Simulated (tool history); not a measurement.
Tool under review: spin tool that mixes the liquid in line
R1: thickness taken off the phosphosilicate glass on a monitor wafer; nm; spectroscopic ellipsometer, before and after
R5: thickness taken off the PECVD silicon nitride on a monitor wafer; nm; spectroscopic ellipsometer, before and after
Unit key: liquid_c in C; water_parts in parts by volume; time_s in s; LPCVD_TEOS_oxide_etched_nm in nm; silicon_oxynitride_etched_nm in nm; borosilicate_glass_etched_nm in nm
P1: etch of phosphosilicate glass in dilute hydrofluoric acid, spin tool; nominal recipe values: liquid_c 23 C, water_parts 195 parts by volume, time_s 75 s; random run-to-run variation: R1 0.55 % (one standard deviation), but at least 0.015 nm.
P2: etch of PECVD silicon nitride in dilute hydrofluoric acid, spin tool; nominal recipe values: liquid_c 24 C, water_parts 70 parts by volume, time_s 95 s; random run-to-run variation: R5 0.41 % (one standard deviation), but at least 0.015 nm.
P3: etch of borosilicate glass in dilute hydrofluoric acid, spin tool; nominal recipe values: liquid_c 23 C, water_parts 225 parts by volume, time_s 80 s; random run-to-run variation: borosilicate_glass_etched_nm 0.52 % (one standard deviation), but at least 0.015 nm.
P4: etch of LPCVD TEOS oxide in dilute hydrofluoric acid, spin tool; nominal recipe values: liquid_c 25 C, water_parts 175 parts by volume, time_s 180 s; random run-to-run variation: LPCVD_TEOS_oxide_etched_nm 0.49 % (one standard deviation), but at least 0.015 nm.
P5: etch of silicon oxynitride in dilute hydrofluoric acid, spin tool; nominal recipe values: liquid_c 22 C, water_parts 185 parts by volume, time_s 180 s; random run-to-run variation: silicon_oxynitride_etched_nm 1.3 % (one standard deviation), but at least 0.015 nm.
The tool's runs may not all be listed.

Run 1, hour 8.5: process P1, liquid_c 23 C, water_parts 195 parts by volume, time_s 75 s. Result: R1 57.289 nm.
Run 2, hour 16.4: process P4, liquid_c 25 C, water_parts 175 parts by volume, time_s 25 s. Result: LPCVD_TEOS_oxide_etched_nm 3.9541 nm.
Run 3, hour 24.7: process P1, liquid_c 23 C, water_parts 195 parts by volume, time_s 75 s. Result: R1 56.986 nm.
Run 4, hour 36.5: process P5, liquid_c 22 C, water_parts 295 parts by volume, time_s 180 s. Result: silicon_oxynitride_etched_nm 1.0579 nm.
Run 5, hour 44.2: process P4, liquid_c 25 C, water_parts 175 parts by volume, time_s 180 s. Result: LPCVD_TEOS_oxide_etched_nm 28.631 nm.
Run 6, hour 56.3: process P5, liquid_c 27.5 C, water_parts 185 parts by volume, time_s 180 s. Result: silicon_oxynitride_etched_nm 2.3567 nm.
Run 7, hour 67.7: process P5, liquid_c 22 C, water_parts 185 parts by volume, time_s 180 s. Result: silicon_oxynitride_etched_nm 1.864 nm.
Run 8, hour 77.4: process P1, liquid_c 23 C, water_parts 195 parts by volume, time_s 110 s. Result: R1 83.078 nm.
Run 9, hour 87: process P3, liquid_c 23 C, water_parts 325 parts by volume, time_s 80 s. Result: borosilicate_glass_etched_nm 5.24 nm.
Run 10, hour 99.8: process P5, liquid_c 22 C, water_parts 185 parts by volume, time_s 335 s. Result: silicon_oxynitride_etched_nm 3.4823 nm.
Run 11, hour 108.9: process P1, liquid_c 23 C, water_parts 195 parts by volume, time_s 75 s. Result: R1 57.286 nm.
Run 12, hour 118.7: process P1, liquid_c 23 C, water_parts 195 parts by volume, time_s 75 s. Result: R1 56.665 nm.
Run 13, hour 129.9: process P2, liquid_c 31.5 C, water_parts 70 parts by volume, time_s 95 s. Result: R5 12.88 nm.
Run 14, hour 137.2: process P1, liquid_c 23 C, water_parts 195 parts by volume, time_s 75 s. Result: R1 56.898 nm.
Run 15, hour 143.3: process P4, liquid_c 25 C, water_parts 105 parts by volume, time_s 180 s. Result: LPCVD_TEOS_oxide_etched_nm 51.504 nm.
Run 16, hour 151.1: process P1, liquid_c 23 C, water_parts 195 parts by volume, time_s 25 s. Result: R1 18.803 nm.
Run 17, hour 158.8: process P3, liquid_c 27.5 C, water_parts 225 parts by volume, time_s 80 s. Result: borosilicate_glass_etched_nm 9.7376 nm.
Run 18, hour 165.9: process P4, liquid_c 31 C, water_parts 175 parts by volume, time_s 180 s. Result: LPCVD_TEOS_oxide_etched_nm 35.232 nm.
Run 19, hour 173.9: process P2, liquid_c 24 C, water_parts 70 parts by volume, time_s 95 s. Result: R5 7.9601 nm.
Run 20, hour 180.4: process P3, liquid_c 23 C, water_parts 225 parts by volume, time_s 80 s. Result: borosilicate_glass_etched_nm 8.2493 nm.
Run 21, hour 192.3: process P1, liquid_c 23 C, water_parts 195 parts by volume, time_s 75 s. Result: R1 56.345 nm.
Run 22, hour 198.4: process P1, liquid_c 28 C, water_parts 195 parts by volume, time_s 75 s. Result: R1 68.282 nm.
Run 23, hour 207.9: process P1, liquid_c 19.5 C, water_parts 260 parts by volume, time_s 75 s. Result: R1 35.079 nm.
Run 24, hour 220.5: process P1, liquid_c 23 C, water_parts 195 parts by volume, time_s 75 s. Result: R1 56.665 nm.
Run 25, hour 226.5: process P1, liquid_c 23 C, water_parts 115 parts by volume, time_s 75 s. Result: R1 104.54 nm.
Run 26, hour 235.9: process P1, liquid_c 17 C, water_parts 195 parts by volume, time_s 75 s. Result: R1 45.057 nm.
Run 27, hour 248.8: process P1, liquid_c 17 C, water_parts 280 parts by volume, time_s 75 s. Result: R1 28.914 nm.
Run 28, hour 260.2: process P4, liquid_c 25 C, water_parts 175 parts by volume, time_s 180 s. Result: LPCVD_TEOS_oxide_etched_nm 28.727 nm.
Run 29, hour 272.2: process P2, liquid_c 24 C, water_parts 70 parts by volume, time_s 15 s. Result: R5 1.2514 nm.
Run 30, hour 282.7: process P5, liquid_c 22 C, water_parts 185 parts by volume, time_s 180 s. Result: silicon_oxynitride_etched_nm 1.8179 nm.
Run 31, hour 294: process P2, liquid_c 24 C, water_parts 40 parts by volume, time_s 95 s. Result: R5 13.667 nm.
Run 32, hour 299.6: process P1, liquid_c 23 C, water_parts 290 parts by volume, time_s 75 s. Result: R1 34.486 nm.
Run 33, hour 306.1: process P3, liquid_c 23 C, water_parts 225 parts by volume, time_s 30 s. Result: borosilicate_glass_etched_nm 3.1485 nm.
Run 34, hour 317.1: process P1, liquid_c 23 C, water_parts 195 parts by volume, time_s 75 s. Result: R1 56.61 nm.
Run 35, hour 328.2: process P1, liquid_c 23 C, water_parts 195 parts by volume, time_s 75 s. Result: R1 55.366 nm.
Run 36, hour 340.8: process P1, liquid_c 23 C, water_parts 195 parts by volume, time_s 75 s. Result: R1 54.623 nm.
Run 37, hour 351: process P1, liquid_c 23 C, water_parts 195 parts by volume, time_s 75 s. Result: R1 53.813 nm.
Run 38, hour 363.8: process P1, liquid_c 23 C, water_parts 195 parts by volume, time_s 75 s. Result: R1 53.424 nm.
Run 39, hour 369.5: process P1, liquid_c 23 C, water_parts 195 parts by volume, time_s 75 s. Result: R1 53.33 nm.
Run 40, hour 375.9: process P1, liquid_c 23 C, water_parts 195 parts by volume, time_s 75 s. Result: R1 53.161 nm.
Run 41, hour 388.2: process P1, liquid_c 23 C, water_parts 195 parts by volume, time_s 75 s. Result: R1 53.33 nm.
Run 42, hour 396.3: process P1, liquid_c 23 C, water_parts 195 parts by volume, time_s 75 s. Result: R1 53.385 nm.
Run 43, hour 404.5: process P1, liquid_c 23 C, water_parts 195 parts by volume, time_s 75 s. Result: R1 53.312 nm.

P1 has crept away from where it was. The log is fitted equally well by each of these 2 causes, at the sizes shown:
A: liquid colder than its thermometer reads (K) = 1.8
B: hydrofluoric acid flow below the setpoint (%) = 5.47
The onset of the drift is placed at about hour 317.1.

Question marks stand in for the results of the 4 check runs listed below, each run on one wafer. Under which run would the listed causes show clearly different results?
Run check 1, hour 412.7: process P5, liquid_c 22 C, water_parts 185 parts by volume, time_s 180 s. Result: silicon_oxynitride_etched_nm ?.
Run check 2, hour 412.7: process P3, liquid_c 23 C, water_parts 225 parts by volume, time_s 80 s. Result: borosilicate_glass_etched_nm ?.
Run check 3, hour 412.7: process P2, liquid_c 24 C, water_parts 70 parts by volume, time_s 95 s. Result: R5 ?.
Run check 4, hour 412.7: process P4, liquid_c 25 C, water_parts 175 parts by volume, time_s 180 s. Result: LPCVD_TEOS_oxide_etched_nm ?.

Outcome of each check run for each possible cause:
  check                        result    if A    if B
check 1  silicon_oxynitride_etched_nm  1.6766  1.7095
check 2  borosilicate_glass_etched_nm   7.796  7.7758
check 3                            R5   7.045  7.5237
check 4    LPCVD_TEOS_oxide_etched_nm  26.656  26.653
Per check, the gap between the least separated pair of causes, taken in the result that splits them most: check 1 1.95 %; check 2 0.26 %; check 3 6.57 %; check 4 0.01 %
Only in check 3 would the causes give clearly different results; in the remaining checks their results would be nearly the same.

Then check 3 was run and gave: R5 7.5149 nm. Which cause is it?

Of the candidate causes, it is B: hydrofluoric acid flow below the setpoint (%).
